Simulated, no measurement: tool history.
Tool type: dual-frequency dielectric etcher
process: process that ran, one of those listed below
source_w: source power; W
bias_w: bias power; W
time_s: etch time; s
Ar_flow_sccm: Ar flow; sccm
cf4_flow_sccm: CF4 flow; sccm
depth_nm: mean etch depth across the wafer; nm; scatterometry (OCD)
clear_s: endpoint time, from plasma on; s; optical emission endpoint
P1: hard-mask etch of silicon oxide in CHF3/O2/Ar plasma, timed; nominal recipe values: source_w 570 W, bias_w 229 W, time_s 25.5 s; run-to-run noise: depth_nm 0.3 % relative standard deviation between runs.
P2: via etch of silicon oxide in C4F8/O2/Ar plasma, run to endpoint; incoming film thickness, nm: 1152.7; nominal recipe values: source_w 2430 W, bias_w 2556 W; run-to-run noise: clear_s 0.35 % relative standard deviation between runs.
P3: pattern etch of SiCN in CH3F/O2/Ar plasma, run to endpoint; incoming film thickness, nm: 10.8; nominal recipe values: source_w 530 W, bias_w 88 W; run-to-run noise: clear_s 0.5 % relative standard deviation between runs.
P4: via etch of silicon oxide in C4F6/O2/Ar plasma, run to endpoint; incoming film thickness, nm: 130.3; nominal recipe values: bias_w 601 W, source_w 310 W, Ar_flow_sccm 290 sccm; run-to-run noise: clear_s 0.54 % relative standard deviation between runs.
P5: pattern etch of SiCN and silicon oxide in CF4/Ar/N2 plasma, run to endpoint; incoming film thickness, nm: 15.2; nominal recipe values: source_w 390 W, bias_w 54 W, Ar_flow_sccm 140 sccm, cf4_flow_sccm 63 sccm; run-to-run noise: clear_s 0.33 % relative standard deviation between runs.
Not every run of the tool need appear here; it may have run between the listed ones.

run   hour  process  source_w  bias_w  time_s  Ar_flow_sccm  cf4_flow_sccm  hours since the last wet clean  hours since the last source power generator calibration  hours since the last bias power generator calibration  depth_nm  clear_s
  1      4       P1       570     229    25.5                                                        406.1                                                    495.5                                                 1019.4    53.237
  2    7.4       P5       390      54                   140             63                           409.5                                                    498.9                                                 1022.8             23.843
  3   10.2       P1       570     229    25.5                                                        412.3                                                    501.7                                                 1025.6    53.592
  4   15.1       P2      2430    2556                                                                417.2                                                    506.6                                                 1030.5             191.02
  5   18.6       P5       390      76                   140             63                           420.7                                                    510.1                                                   1034             21.164
  6   23.1       P1       750     229      32                                                        425.2                                                    514.6                                                 1038.5    74.565
  7   27.8       P4       310     601                   406                                          429.9                                                    519.3                                                 1043.2             30.509
  8   32.7       P1       570     229    25.5                                                        434.8                                                    524.2                                                 1048.1    53.612
  9     38       P4       310     774                   290                                          440.1                                                    529.5                                                 1053.4             26.675
 10   40.6       P1       570     229    25.5                                                        442.7                                                    532.1                                                   1056    53.472
 11     44       P4       310     601                   290                                          446.1                                                    535.5                                                 1059.4             29.397
 12   47.1       P1       570     229    25.5                                                        449.2                                                    538.6                                                 1062.5    53.453
 13   50.3       P2      1540    2556                                                                452.4                                                    541.8                                                 1065.7             228.28
 14   54.4       P1       570     229    31.5                                                        456.5                                                    545.9                                                 1069.8    66.216
 15   57.3       P3       310      88                                                                459.4                                                    548.8                                                 1072.7             29.541
 16   61.6       P3       530      65                                                                463.7                                                    553.1                                                   1077             26.885
 17   64.8       P5       310      54                   140             63                           466.9                                                    556.3                                                 1080.2             29.299
 18   68.3       P1       390     229    25.5                                                        470.4                                                    559.8                                                 1083.7    46.167
 19   70.7       P1       690     229    25.5                                                        472.8                                                    562.2                                                 1086.1    57.254
 20   74.6       P5       390      54                   140             37                           476.7                                                    566.1                                                   1090             26.373
      75.9  -- source power generator calibrated
 21   79.4       P4       210     601                   290                                          481.5                                                      3.5                                                 1094.8             33.681
 22   82.5       P1       570     229      15                                                        484.6                                                      6.6                                                 1097.9    31.469
 23   87.6       P2      2430    3604                                                                489.7                                                     11.7                                                   1103              172.1
 24   91.8       P3       530      88                                                                493.9                                                     15.9                                                 1107.2             24.211
 25   96.9       P1       570     155    25.5                                                          499                                                       21                                                 1112.3    46.777
 26   99.2       P5       390      54                    87             63                           501.3                                                     23.3                                                 1114.6              21.98
 27  104.5       P1       570     229    25.5                                                        506.6                                                     28.6                                                 1119.9    53.352
 28  109.1       P1       570     291    25.5                                                        511.2                                                     33.2                                                 1124.5    58.257
 29  114.3       P2      2430    2556                                                                516.4                                                     38.4                                                 1129.7             190.93
 30  119.1       P5       390      54                   140             63                           521.2                                                     43.2                                                 1134.5             23.931
 31  122.7       P1       570     229    25.5                                                        524.8                                                     46.8                                                 1138.1     53.33
 32  126.4       P1       570     229    25.5                                                        528.5                                                     50.5                                                 1141.8    53.292

Run 33, settings as shown, results not yet in. Your forecast:
 33  131.2       P1       570     229    25.5                                                        533.3                                                     55.3                                                 1146.6         ?

{"run 33": {"depth_nm": 52.767}}
